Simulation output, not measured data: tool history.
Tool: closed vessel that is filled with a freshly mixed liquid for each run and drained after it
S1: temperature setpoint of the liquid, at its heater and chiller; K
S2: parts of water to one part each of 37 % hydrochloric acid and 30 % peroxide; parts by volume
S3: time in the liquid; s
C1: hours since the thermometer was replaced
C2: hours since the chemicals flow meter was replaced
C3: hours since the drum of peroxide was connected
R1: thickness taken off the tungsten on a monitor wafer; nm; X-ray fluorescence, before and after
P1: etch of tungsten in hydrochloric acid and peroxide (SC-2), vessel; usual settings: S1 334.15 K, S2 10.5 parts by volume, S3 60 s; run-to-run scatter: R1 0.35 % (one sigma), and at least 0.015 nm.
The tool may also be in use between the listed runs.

{"run": 1, "hour": 3.6, "S1": 334.15, "S2": 10.5, "S3": 60, "C1": 1330.7, "C2": 494.3, "C3": 380.6, "R1": 20.961}
{"run": 2, "hour": 6.7, "S1": 345.15, "S2": 10.5, "S3": 60, "C1": 1333.8, "C2": 497.4, "C3": 383.7, "R1": 40.801}
{"run": 3, "hour": 11.0, "S1": 334.15, "S2": 10.5, "S3": 30, "C1": 1338.1, "C2": 501.7, "C3": 388.0, "R1": 10.595}
{"run": 4, "hour": 13.6, "S1": 334.15, "S2": 10.5, "S3": 60, "C1": 1340.7, "C2": 504.3, "C3": 390.6, "R1": 20.9}
{"run": 5, "hour": 17.6, "S1": 344.15, "S2": 10.5, "S3": 30, "C1": 1344.7, "C2": 508.3, "C3": 394.6, "R1": 19.349}
{"run": 6, "hour": 21.0, "S1": 322.15, "S2": 14.5, "S3": 60, "C1": 1348.1, "C2": 511.7, "C3": 398.0, "R1": 7.3739}
{"run": 7, "hour": 24.1, "S1": 334.15, "S2": 10.5, "S3": 60, "C1": 1351.2, "C2": 514.8, "C3": 401.1, "R1": 20.972}
{"run": 8, "hour": 26.9, "S1": 334.15, "S2": 10.5, "S3": 60, "C1": 1354.0, "C2": 517.6, "C3": 403.9, "R1": 21.011}
{"run": 9, "hour": 30.9, "S1": 334.15, "S2": 4.0, "S3": 60, "C1": 1358.0, "C2": 521.6, "C3": 407.9, "R1": 43.584}
{"run": 10, "hour": 33.9, "S1": 318.65, "S2": 10.5, "S3": 60, "C1": 1361.0, "C2": 524.6, "C3": 410.9, "R1": 7.6386}
{"run": 11, "hour": 37.2, "S1": 334.15, "S2": 17.0, "S3": 60, "C1": 1364.3, "C2": 527.9, "C3": 414.2, "R1": 13.843}
{"run": 12, "hour": 40.7, "S1": 334.15, "S2": 10.5, "S3": 60, "C1": 1367.8, "C2": 531.4, "C3": 417.7, "R1": 21.017}
{"run": 13, "hour": 45.1, "S1": 334.15, "S2": 10.5, "S3": 60, "C1": 1372.2, "C2": 535.8, "C3": 422.1, "R1": 20.868}
{"run": 14, "hour": 48.9, "S1": 334.15, "S2": 4.0, "S3": 110, "C1": 1376.0, "C2": 539.6, "C3": 425.9, "R1": 80.407}
{"run": 15, "hour": 52.1, "S1": 334.15, "S2": 10.5, "S3": 60, "C1": 1379.2, "C2": 542.8, "C3": 429.1, "R1": 20.899}
{"run": 16, "hour": 56.4, "S1": 334.15, "S2": 10.5, "S3": 95, "C1": 1383.5, "C2": 547.1, "C3": 433.4, "R1": 33.433}
{"run": 17, "hour": 59.3, "S1": 334.15, "S2": 10.5, "S3": 60, "C1": 1386.4, "C2": 550.0, "C3": 436.3, "R1": 20.964}
{"run": 18, "hour": 61.9, "S1": 334.15, "S2": 10.5, "S3": 60, "C1": 1389.0, "C2": 552.6, "C3": 438.9, "R1": 21.506}
{"run": 19, "hour": 66.2, "S1": 334.15, "S2": 10.5, "S3": 60, "C1": 1393.3, "C2": 556.9, "C3": 443.2, "R1": 22.074}
{"run": 20, "hour": 70.5, "S1": 334.15, "S2": 10.5, "S3": 60, "C1": 1397.6, "C2": 561.2, "C3": 447.5, "R1": 22.283}
{"run": 21, "hour": 74.3, "S1": 334.15, "S2": 10.5, "S3": 60, "C1": 1401.4, "C2": 565.0, "C3": 451.3, "R1": 22.434}
{"run": 22, "hour": 76.6, "S1": 334.15, "S2": 10.5, "S3": 60, "C1": 1403.7, "C2": 567.3, "C3": 453.6, "R1": 22.492}
{"run": 23, "hour": 79.2, "S1": 334.15, "S2": 10.5, "S3": 60, "C1": 1406.3, "C2": 569.9, "C3": 456.2, "R1": 22.538}
{"run": 24, "hour": 82.4, "S1": 334.15, "S2": 10.5, "S3": 60, "C1": 1409.5, "C2": 573.1, "C3": 459.4, "R1": 22.462}
{"run": 25, "hour": 84.9, "S1": 334.15, "S2": 10.5, "S3": 60, "C1": 1412.0, "C2": 575.6, "C3": 461.9, "R1": 22.439}

What P1 gives has crept away from where it was. These 2 causes fit the log equally well, each at the size given:
A: chemicals flow above the setpoint (%) = 8.99
B: liquid hotter than its thermometer reads (K) = 1.16
The creep began at about hour 59.3.
Why every other cause is out:
peroxide weaker than its label (%): at most 8, which would move R1 by -7.4 %: too little, or the wrong way

4 check runs are offered, each on 2 wafers whose results are averaged, their results left as question marks. Which one tells the causes apart?
{"run": "check 1", "hour": 87.4, "S1": 328.15, "S2": 10.5, "S3": 80, "R1": "?"}
{"run": "check 2", "hour": 87.4, "S1": 342.15, "S2": 10.5, "S3": 30, "R1": "?"}
{"run": "check 3", "hour": 87.4, "S1": 342.15, "S2": 10.5, "S3": 60, "R1": "?"}
{"run": "check 4", "hour": 87.4, "S1": 322.15, "S2": 4.0, "S3": 60, "R1": "?"}

What each check would give under each cause:
check=check_1 result=R1 if_A=20.5300 if_B=20.5910
check=check_2 result=R1 if_A=18.3430 if_B=18.2880
check=check_3 result=R1 if_A=36.6870 if_B=36.5750
check=check_4 result=R1 if_A=21.2800 if_B=21.7310
How far apart the two closest causes lie, in the result that separates them most: check 1 0.29 %; check 2 0.3 %; check 3 0.3 %; check 4 2.1 %
Check 4 tells the causes apart: in the others they would give nearly the same result.

Check 4 was then run and gave: R1 21.3100 nm. Which cause is it?

It is A: chemicals flow above the setpoint (%).

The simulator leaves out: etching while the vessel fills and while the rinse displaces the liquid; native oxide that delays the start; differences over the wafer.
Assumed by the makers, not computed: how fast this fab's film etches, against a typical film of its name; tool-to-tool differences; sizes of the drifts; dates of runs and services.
